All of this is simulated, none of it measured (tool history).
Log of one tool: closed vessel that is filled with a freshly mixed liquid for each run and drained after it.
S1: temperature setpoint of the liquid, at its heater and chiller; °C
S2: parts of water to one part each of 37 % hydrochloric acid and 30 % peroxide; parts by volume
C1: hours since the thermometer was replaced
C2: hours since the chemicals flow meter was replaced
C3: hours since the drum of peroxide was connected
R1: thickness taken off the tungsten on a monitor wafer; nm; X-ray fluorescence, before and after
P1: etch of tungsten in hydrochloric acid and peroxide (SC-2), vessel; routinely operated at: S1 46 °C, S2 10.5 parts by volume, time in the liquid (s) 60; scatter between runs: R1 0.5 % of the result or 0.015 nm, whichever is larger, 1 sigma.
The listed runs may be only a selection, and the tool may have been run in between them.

Run 1, day 0.321: S1 46 °C, S2 10.5 parts by volume, time in the liquid (s) 60; C1 301.7; C2 1742.1; C3 350.1. Result: R1 7.812 nm.
Run 2, day 0.775: S1 46 °C, S2 17 parts by volume, time in the liquid (s) 95; C1 312.6; C2 1753; C3 361. Result: R1 8.1171 nm.
Run 3, day 1.262: S1 46 °C, S2 10.5 parts by volume, time in the liquid (s) 30; C1 324.3; C2 1764.7; C3 372.7. Result: R1 3.8891 nm.
Run 4, day 1.817: S1 56.5 °C, S2 4 parts by volume, time in the liquid (s) 60; C1 337.6; C2 1778; C3 386. Result: R1 32.397 nm.
Run 5, day 2.296: S1 46 °C, S2 18.5 parts by volume, time in the liquid (s) 60; C1 349.1; C2 1789.5; C3 397.5. Result: R1 4.7937 nm.
Run 6, day 2.746: S1 46 °C, S2 10.5 parts by volume, time in the liquid (s) 60; C1 359.9; C2 1800.3; C3 408.3. Result: R1 7.7534 nm.
Run 7, day 3.2: S1 60 °C, S2 10.5 parts by volume, time in the liquid (s) 30; C1 370.8; C2 1811.2; C3 419.2. Result: R1 9.7331 nm.
Run 8, day 3.479: S1 35 °C, S2 10.5 parts by volume, time in the liquid (s) 60; C1 377.5; C2 1817.9; C3 425.9. Result: R1 3.6099 nm.
Run 9, day 3.762: S1 46 °C, S2 10.5 parts by volume, time in the liquid (s) 60; C1 384.3; C2 1824.7; C3 432.7. Result: R1 7.7918 nm.
Run 10, day 4.088: S1 46 °C, S2 10.5 parts by volume, time in the liquid (s) 105; C1 392.1; C2 1832.5; C3 440.5. Result: R1 13.754 nm.
Run 11, day 4.596: S1 61 °C, S2 10.5 parts by volume, time in the liquid (s) 60; C1 404.3; C2 1844.7; C3 452.7. Result: R1 20.799 nm.

What will run 12 give?
Run 12, day 5.05: S1 46 °C, S2 10.5 parts by volume, time in the liquid (s) 60; C1 415.2; C2 1855.6; C3 463.6. Result: R1 ?.

Run 12 came out at R1 7.7416 nm.
